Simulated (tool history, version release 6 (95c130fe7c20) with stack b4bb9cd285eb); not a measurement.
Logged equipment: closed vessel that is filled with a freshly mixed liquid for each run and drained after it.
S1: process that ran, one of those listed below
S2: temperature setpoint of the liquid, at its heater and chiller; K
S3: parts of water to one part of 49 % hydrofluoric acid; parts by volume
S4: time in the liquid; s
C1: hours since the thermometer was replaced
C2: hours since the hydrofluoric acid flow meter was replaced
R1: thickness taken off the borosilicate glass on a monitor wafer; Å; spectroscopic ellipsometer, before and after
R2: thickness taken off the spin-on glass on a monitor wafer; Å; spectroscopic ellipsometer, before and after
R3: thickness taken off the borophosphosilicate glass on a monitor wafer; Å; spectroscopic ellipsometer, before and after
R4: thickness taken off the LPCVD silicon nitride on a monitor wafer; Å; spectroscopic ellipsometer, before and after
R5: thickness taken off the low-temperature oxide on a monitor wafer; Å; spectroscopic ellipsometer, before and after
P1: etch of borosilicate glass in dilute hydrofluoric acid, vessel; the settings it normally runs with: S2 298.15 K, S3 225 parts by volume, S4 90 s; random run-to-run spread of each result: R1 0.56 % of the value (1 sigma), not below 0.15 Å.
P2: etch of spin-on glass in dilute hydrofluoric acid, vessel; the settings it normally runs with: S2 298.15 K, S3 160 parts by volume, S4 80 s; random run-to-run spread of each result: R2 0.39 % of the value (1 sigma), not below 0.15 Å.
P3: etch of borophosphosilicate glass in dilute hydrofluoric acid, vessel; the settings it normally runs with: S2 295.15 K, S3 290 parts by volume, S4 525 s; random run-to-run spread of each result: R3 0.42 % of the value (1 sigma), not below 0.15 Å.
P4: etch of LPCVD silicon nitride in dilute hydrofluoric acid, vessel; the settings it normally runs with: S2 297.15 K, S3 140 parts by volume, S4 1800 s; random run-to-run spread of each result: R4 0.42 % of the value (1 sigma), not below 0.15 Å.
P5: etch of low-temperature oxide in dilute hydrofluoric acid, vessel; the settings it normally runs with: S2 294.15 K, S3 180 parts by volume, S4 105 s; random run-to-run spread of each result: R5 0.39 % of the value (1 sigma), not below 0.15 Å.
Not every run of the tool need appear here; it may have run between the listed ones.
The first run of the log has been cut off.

run,hour,S1,S2,S3,S4,C1,C2,R1,R2,R3,R4,R5
2,8.1,P2,305.65,160,80,989.9,740.6,,189.51,,,
3,12.8,P3,301.65,290,525,994.6,745.3,,,699.91,,
4,16.2,P4,304.15,140,1800,998,748.7,,,,117.76,
5,19.3,P1,298.15,225,90,1001.1,751.8,79.621,,,,
6,24.8,P5,294.15,75,105,1006.6,757.3,,,,,175.17
7,29.7,P5,301.15,180,105,1011.5,762.2,,,,,84.974
8,34.8,P4,297.15,140,1800,1016.6,767.3,,,,75.711,
9,39.4,P4,297.15,140,3325,1021.2,771.9,,,,139.75,
10,43.1,P3,295.15,290,870,1024.9,775.6,,,925.31,,
11,46.7,P1,291.15,225,90,1028.5,779.2,61.722,,,,
12,50.9,P5,294.15,180,155,1032.7,783.4,,,,,95.973
13,55.6,P3,295.15,60,525,1037.4,788.1,,,3445.6,,
14,61.2,P1,304.65,225,90,1043,793.7,99.21,,,,
15,65.5,P3,295.15,290,525,1047.3,798,,,560,,
16,69.1,P1,298.15,345,30,1050.9,801.6,15.511,,,,
17,71.6,P2,298.15,160,30,1053.4,804.1,,54.213,,,
18,74.9,P1,298.15,135,90,1056.7,807.4,147.58,,,,
19,79.4,P4,297.15,45,1800,1061.2,811.9,,,,229.36,
20,82.4,P1,291.65,225,30,1064.2,814.9,20.395,,,,
21,84.9,P1,298.15,225,90,1066.7,817.4,79.891,,,,

Run 22 is up next; what results do you expect?
22,89.6,P5,294.15,180,105,1071.4,822.1,,,,,?

R5: 65.414 Å
